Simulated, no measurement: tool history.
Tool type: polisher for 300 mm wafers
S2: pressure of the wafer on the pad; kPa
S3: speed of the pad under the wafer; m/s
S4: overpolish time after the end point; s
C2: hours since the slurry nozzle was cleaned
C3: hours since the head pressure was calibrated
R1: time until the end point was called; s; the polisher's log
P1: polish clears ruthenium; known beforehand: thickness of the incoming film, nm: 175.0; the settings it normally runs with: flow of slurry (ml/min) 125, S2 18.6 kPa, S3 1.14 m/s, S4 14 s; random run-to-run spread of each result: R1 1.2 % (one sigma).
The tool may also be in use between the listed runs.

{"run": 1, "hour": 7.4, "flow of slurry (ml/min)": 125, "S2": 18.6, "S3": 1.14, "S4": 14, "wafers polished on this pad": 840, "C2": 148.9, "C3": 243.8, "R1": 87.393}
{"run": 2, "hour": 16.8, "flow of slurry (ml/min)": 125, "S2": 18.6, "S3": 1.14, "S4": 26, "wafers polished on this pad": 892, "C2": 158.3, "C3": 253.2, "R1": 89.278}
{"run": 3, "hour": 28.6, "flow of slurry (ml/min)": 125, "S2": 8.3, "S3": 1.14, "S4": 14, "wafers polished on this pad": 957, "C2": 170.1, "C3": 265, "R1": 196.61}
{"run": 4, "hour": 37.5, "flow of slurry (ml/min)": 125, "S2": 18.6, "S3": 1.14, "S4": 14, "wafers polished on this pad": 1006, "C2": 179, "C3": 273.9, "R1": 86.457}
{"run": 5, "hour": 45.2, "flow of slurry (ml/min)": 180, "S2": 18.6, "S3": 1.14, "S4": 23, "wafers polished on this pad": 1049, "C2": 186.7, "C3": 281.6, "R1": 82.753}
{"run": 6, "hour": 59.0, "flow of slurry (ml/min)": 125, "S2": 18.6, "S3": 1.14, "S4": 4, "wafers polished on this pad": 1125, "C2": 200.5, "C3": 295.4, "R1": 87.226}
{"run": 7, "hour": 66.1, "flow of slurry (ml/min)": 125, "S2": 18.6, "S3": 1.14, "S4": 14, "wafers polished on this pad": 1165, "C2": 207.6, "C3": 302.5, "R1": 89.831}
{"run": 8, "hour": 77.4, "flow of slurry (ml/min)": 125, "S2": 29, "S3": 1.14, "S4": 14, "wafers polished on this pad": 1227, "C2": 218.9, "C3": 313.8, "R1": 57.642}
{"run": 9, "hour": 85.1, "flow of slurry (ml/min)": 125, "S2": 18.6, "S3": 0.78, "S4": 14, "wafers polished on this pad": 1270, "C2": 226.6, "C3": 321.5, "R1": 129.59}
{"run": 10, "hour": 94.3, "flow of slurry (ml/min)": 125, "S2": 18.6, "S3": 1.76, "S4": 14, "wafers polished on this pad": 1321, "C2": 235.8, "C3": 330.7, "R1": 55.767}
{"run": 11, "hour": 108.7, "flow of slurry (ml/min)": 125, "S2": 10.3, "S3": 0.74, "S4": 14, "wafers polished on this pad": 1400, "C2": 250.2, "C3": 345.1, "R1": 242.44}
{"run": 12, "hour": 123.1, "flow of slurry (ml/min)": 125, "S2": 18.6, "S3": 1.14, "S4": 14, "wafers polished on this pad": 1480, "C2": 264.6, "C3": 359.5, "R1": 88.688}
{"run": 13, "hour": 135.3, "flow of slurry (ml/min)": 75, "S2": 18.6, "S3": 1.14, "S4": 14, "wafers polished on this pad": 1548, "C2": 276.8, "C3": 371.7, "R1": 101.01}
{"run": 14, "hour": 146.2, "flow of slurry (ml/min)": 190, "S2": 18.6, "S3": 1.14, "S4": 14, "wafers polished on this pad": 1608, "C2": 287.7, "C3": 382.6, "R1": 82.308}
{"run": 15, "hour": 156.1, "flow of slurry (ml/min)": 125, "S2": 18.6, "S3": 1.14, "S4": 14, "wafers polished on this pad": 1663, "C2": 297.6, "C3": 392.5, "R1": 88.955}
{"run": 16, "hour": 171.3, "flow of slurry (ml/min)": 125, "S2": 18.6, "S3": 1.14, "S4": 14, "wafers polished on this pad": 1747, "C2": 312.8, "C3": 407.7, "R1": 87.835}
{"run": 17, "hour": 180.3, "flow of slurry (ml/min)": 125, "S2": 18.6, "S3": 1.14, "S4": 14, "wafers polished on this pad": 1797, "C2": 321.8, "C3": 416.7, "R1": 88.63}
{"run": 18, "hour": 189.5, "flow of slurry (ml/min)": 125, "S2": 18.6, "S3": 1.14, "S4": 14, "wafers polished on this pad": 1847, "C2": 331, "C3": 425.9, "R1": 90.858}
{"run": 19, "hour": 204.3, "flow of slurry (ml/min)": 125, "S2": 18.6, "S3": 1.14, "S4": 14, "wafers polished on this pad": 1929, "C2": 345.8, "C3": 440.7, "R1": 92.446}
{"run": 20, "hour": 219.9, "flow of slurry (ml/min)": 125, "S2": 18.6, "S3": 1.14, "S4": 14, "wafers polished on this pad": 2016, "C2": 361.4, "C3": 456.3, "R1": 94.105}
{"run": 21, "hour": 228.0, "flow of slurry (ml/min)": 125, "S2": 18.6, "S3": 1.14, "S4": 14, "wafers polished on this pad": 2061, "C2": 369.5, "C3": 464.4, "R1": 95.308}
{"run": 22, "hour": 242.0, "flow of slurry (ml/min)": 125, "S2": 18.6, "S3": 1.14, "S4": 14, "wafers polished on this pad": 2138, "C2": 383.5, "C3": 478.4, "R1": 95.648}
{"run": 23, "hour": 256.5, "flow of slurry (ml/min)": 125, "S2": 18.6, "S3": 1.14, "S4": 14, "wafers polished on this pad": 2218, "C2": 398, "C3": 492.9, "R1": 96.016}
{"hour": 260.7, "done": "head pressure recalibrated"}
{"run": 24, "hour": 267.8, "flow of slurry (ml/min)": 125, "S2": 18.6, "S3": 1.14, "S4": 14, "wafers polished on this pad": 2281, "C2": 409.3, "C3": 7.1, "R1": 96.67}
{"run": 25, "hour": 276.9, "flow of slurry (ml/min)": 125, "S2": 18.6, "S3": 1.14, "S4": 14, "wafers polished on this pad": 2331, "C2": 418.4, "C3": 16.2, "R1": 97.903}
{"run": 26, "hour": 291.3, "flow of slurry (ml/min)": 125, "S2": 18.6, "S3": 1.14, "S4": 14, "wafers polished on this pad": 2411, "C2": 432.8, "C3": 30.6, "R1": 97.511}

For run 27, what comes out?
{"run": 27, "hour": 299.8, "flow of slurry (ml/min)": 125, "S2": 18.6, "S3": 1.14, "S4": 14, "wafers polished on this pad": 2458, "C2": 441.3, "C3": 39.1, "R1": "?"}

Run 27 produced R1 95.09 s.

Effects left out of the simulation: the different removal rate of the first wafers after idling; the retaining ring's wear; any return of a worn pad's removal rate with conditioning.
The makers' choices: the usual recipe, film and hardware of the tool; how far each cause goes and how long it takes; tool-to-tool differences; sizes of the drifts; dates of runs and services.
